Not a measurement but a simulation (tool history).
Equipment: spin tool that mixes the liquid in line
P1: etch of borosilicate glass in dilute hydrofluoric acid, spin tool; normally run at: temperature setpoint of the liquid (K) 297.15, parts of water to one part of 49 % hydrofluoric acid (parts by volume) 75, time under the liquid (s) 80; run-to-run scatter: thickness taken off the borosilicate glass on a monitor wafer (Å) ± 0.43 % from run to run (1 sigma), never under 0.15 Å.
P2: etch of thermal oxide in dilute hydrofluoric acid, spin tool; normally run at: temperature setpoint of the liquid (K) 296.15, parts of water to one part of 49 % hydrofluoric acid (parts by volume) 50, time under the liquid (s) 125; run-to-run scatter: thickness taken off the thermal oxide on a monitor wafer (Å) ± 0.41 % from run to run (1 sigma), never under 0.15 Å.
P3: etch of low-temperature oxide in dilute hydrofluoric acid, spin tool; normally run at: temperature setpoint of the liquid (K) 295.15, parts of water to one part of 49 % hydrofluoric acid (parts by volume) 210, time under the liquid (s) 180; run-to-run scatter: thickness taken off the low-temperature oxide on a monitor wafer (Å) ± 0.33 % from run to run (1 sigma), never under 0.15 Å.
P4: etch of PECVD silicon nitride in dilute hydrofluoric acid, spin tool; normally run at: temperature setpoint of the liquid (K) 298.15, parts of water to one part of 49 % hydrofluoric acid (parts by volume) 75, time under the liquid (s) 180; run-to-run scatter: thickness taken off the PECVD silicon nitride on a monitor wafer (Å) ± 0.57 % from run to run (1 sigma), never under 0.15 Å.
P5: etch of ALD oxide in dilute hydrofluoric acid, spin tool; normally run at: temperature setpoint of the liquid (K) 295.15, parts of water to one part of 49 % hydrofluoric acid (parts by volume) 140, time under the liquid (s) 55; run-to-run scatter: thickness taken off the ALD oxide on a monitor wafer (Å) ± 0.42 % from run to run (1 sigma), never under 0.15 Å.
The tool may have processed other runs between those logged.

run   hour  process that ran  temperature setpoint of the liquid (K)  parts of water to one part of 49 % hydrofluoric acid (parts by volume)  time under the liquid (s)  thickness taken off the borosilicate glass on a monitor wafer (Å)  thickness taken off the ALD oxide on a monitor wafer (Å)  thickness taken off the thermal oxide on a monitor wafer (Å)  thickness taken off the PECVD silicon nitride on a monitor wafer (Å)  thickness taken off the low-temperature oxide on a monitor wafer (Å)
  1     17                P1                                  297.15                                                                      75                         80                                                             491.95
  2   31.3                P5                                  295.15                                                                     140                         55                                                                                                                       56.422
  3   38.8                P2                                  296.15                                                                      50                        125                                                                                                                                                                                     120.18
  4   49.7                P2                                  304.15                                                                      50                        125                                                                                                                                                                                     168.45
  5   61.9                P1                                  297.15                                                                      75                         80                                                             490.51
  6   78.5                P2                                  296.15                                                                      75                        125                                                                                                                                                                                     77.891
  7   92.1                P1                                  297.15                                                                      75                         80                                                              489.5
  8  108.9                P1                                  291.15                                                                      75                         80                                                             383.53
  9  120.3                P1                                  297.15                                                                      20                         80                                                             1976.7
 10    133                P1                                  297.15                                                                     130                         80                                                             262.57
 11  147.6                P1                                  297.15                                                                      75                        135                                                             825.88
 12  157.4                P4                                  306.65                                                                      75                        180                                                                                                                                                                                                                                                           134.11
 13  173.8                P1                                  297.15                                                                      75                         80                                                             488.56
 14  186.8                P3                                  298.65                                                                     210                        180                                                                                                                                                                                                                                                                                                                                 88.996
 15  198.1                P5                                  295.15                                                                      55                         55                                                                                                                       158.19
 16  209.9                P1                                  297.15                                                                      75                         80                                                             492.61
 17    220                P1                                  292.15                                                                      75                         45                                                             224.78
 18  227.5                P4                                  298.15                                                                      75                        180                                                                                                                                                                                                                                                           78.218
 19  238.1                P5                                  290.15                                                                     140                         55                                                                                                                       45.885
 20  253.1                P1                                  301.15                                                                      75                         80                                                              579.4
 21  264.4                P3                                  295.15                                                                     210                         15                                                                                                                                                                                                                                                                                                                                 6.5084
 22    272                P1                                  297.15                                                                      75                         80                                                              491.7
 23    280                P4                                  298.15                                                                      30                        180                                                                                                                                                                                                                                                           187.87
 24  294.7                P1                                  297.15                                                                      75                         15                                                             92.337
 25  304.3                P4                                  298.15                                                                      75                        300                                                                                                                                                                                                                                                           130.02
 26  317.5                P5                                  295.15                                                                     140                         15                                                                                                                       15.179
 27  329.6                P2                                  296.15                                                                      50                        220                                                                                                                                                                                      214.5
 28    345                P3                                  295.15                                                                      55                        180                                                                                                                                                                                                                                                                                                                                 354.41
 29  357.2                P3                                  295.15                                                                     210                        180                                                                                                                                                                                                                                                                                                                                  78.28
 30    371                P5                                  295.15                                                                     140                         55                                                                                                                       56.297
 31  383.3                P1                                  297.15                                                                      75                         80                                                             491.65
 32  395.9                P1                                  297.15                                                                      75                         80                                                             499.75
 33  409.8                P1                                  297.15                                                                      75                         80                                                             513.62
 34  425.7                P1                                  297.15                                                                      75                         80                                                             516.66
 35  435.8                P1                                  297.15                                                                      75                         80                                                             520.34
 36  446.4                P1                                  297.15                                                                      75                         80                                                             520.69
 37    454                P1                                  297.15                                                                      75                         80                                                             517.75
 38  464.8                P1                                  297.15                                                                      75                         80                                                             518.09
 39  474.1                P1                                  297.15                                                                      75                         80                                                             520.72
 40  490.5                P1                                  297.15                                                                      75                         80                                                             525.19

The log shows P1 creeping away from where it was. Any of the 2 causes listed here, at the size stated for it, fits the log just as well as the others:
A: hydrofluoric acid flow above the setpoint (%) = 5.69
B: liquid hotter than its thermometer reads (K) = 1.51
The gradual shift began around hour 383.3.

The check runs listed below each take one wafer, and their results are still question marks. Under which run would the listed causes lead to clearly different results?
check 1  506.9                P4                                  298.15                                                                      75                        275                                                                                                                                                                                                                                                                ?
check 2  506.9                P3                                  298.15                                                                     210                         60                                                                                                                                                                                                                                                                                                                                      ?
check 3  506.9                P2                                  304.15                                                                      70                        125                                                                                                                                                                                          ?
check 4  506.9                P5                                  292.15                                                                     140                         25                                                                                                                            ?

What each check would give under each cause:
  check                                                                result    if A    if B
check 1  thickness taken off the PECVD silicon nitride on a monitor wafer (Å)  125.01  130.72
check 2  thickness taken off the low-temperature oxide on a monitor wafer (Å)  31.052   30.64
check 3          thickness taken off the thermal oxide on a monitor wafer (Å)   122.9  122.43
check 4              thickness taken off the ALD oxide on a monitor wafer (Å)  24.188  24.127
Per check, the gap between the least separated pair of causes, taken in the result that splits them most: check 1 4.46 %; check 2 1.34 %; check 3 0.38 %; check 4 0.26 %
Check 1 is the one run that separates the causes; every other check would come out nearly the same whichever cause is at work.

Check 1 was carried out, with these results: thickness taken off the PECVD silicon nitride on a monitor wafer (Å) 130.49. Which of the listed causes is responsible?

The correct cause is B, namely: liquid hotter than its thermometer reads (K).
